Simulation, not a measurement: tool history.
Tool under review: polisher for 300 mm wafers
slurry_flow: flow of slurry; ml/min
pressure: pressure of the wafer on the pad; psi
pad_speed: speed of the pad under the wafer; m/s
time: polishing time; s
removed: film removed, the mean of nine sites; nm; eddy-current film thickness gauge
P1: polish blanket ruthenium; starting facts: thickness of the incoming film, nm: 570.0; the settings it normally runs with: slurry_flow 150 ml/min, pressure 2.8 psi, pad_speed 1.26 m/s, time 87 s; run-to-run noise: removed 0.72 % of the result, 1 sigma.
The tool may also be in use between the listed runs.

run	hour	slurry_flow	pressure	pad_speed	time	wafers polished on this pad	hours since the slurry nozzle was cleaned	hours since the head pressure was calibrated	removed
1	5.9	150	2.8	1.26	87	861	470.7	889.1	184.790
2	11.7	150	4.5	1.26	87	900	476.5	894.9	295.340
3	17.7	205	1.6	1.26	87	939	482.5	900.9	110.800
4	20.9	150	1.3	1.26	87	960	485.7	904.1	86.004
5	26.6	150	2.8	1.26	87	998	491.4	909.8	184.230
6	33.9	150	2.8	1.26	87	1046	498.7	917.1	182.960
7	38.7	150	2.8	1.26	133	1078	503.5	921.9	282.020
8	42.0	90	2.8	1.26	87	1099	506.8	925.2	166.810
9	47.2	230	2.8	1.26	87	1134	512.0	930.4	193.280
# hour 51.2: slurry nozzle cleaned
10	54.3	150	2.8	1.26	87	1180	3.2	937.5	184.830
11	61.3	150	2.8	1.26	87	1227	10.2	944.5	185.120
12	65.8	150	2.8	1.26	87	1256	14.7	949.0	184.830
13	72.7	150	2.8	1.94	87	1302	21.6	955.9	282.230
14	76.0	150	2.8	1.26	39	1324	24.9	959.2	82.423
15	82.5	190	2.8	1.26	118	1366	31.4	965.7	257.900
16	87.1	150	2.8	0.68	87	1397	36.0	970.3	99.637
17	92.9	150	4.0	1.26	44	1435	41.8	976.1	133.780
18	98.1	150	2.8	1.26	87	1469	47.0	981.3	182.640
19	102.4	150	2.8	1.26	87	1498	51.3	985.6	177.460
20	109.2	150	2.8	1.26	87	1542	58.1	992.4	173.530
21	113.5	150	2.8	1.26	87	1571	62.4	996.7	174.900
22	116.8	150	2.8	1.26	87	1593	65.7	1000.0	170.520
23	121.1	150	2.8	1.26	87	1621	70.0	1004.3	169.360

Run 24 has not been measured yet. What should we expect?
# hour 122.5: head pressure recalibrated
24	126.1	150	2.8	1.26	87	1654	75.0	3.6	?

removed: 169.940 nm
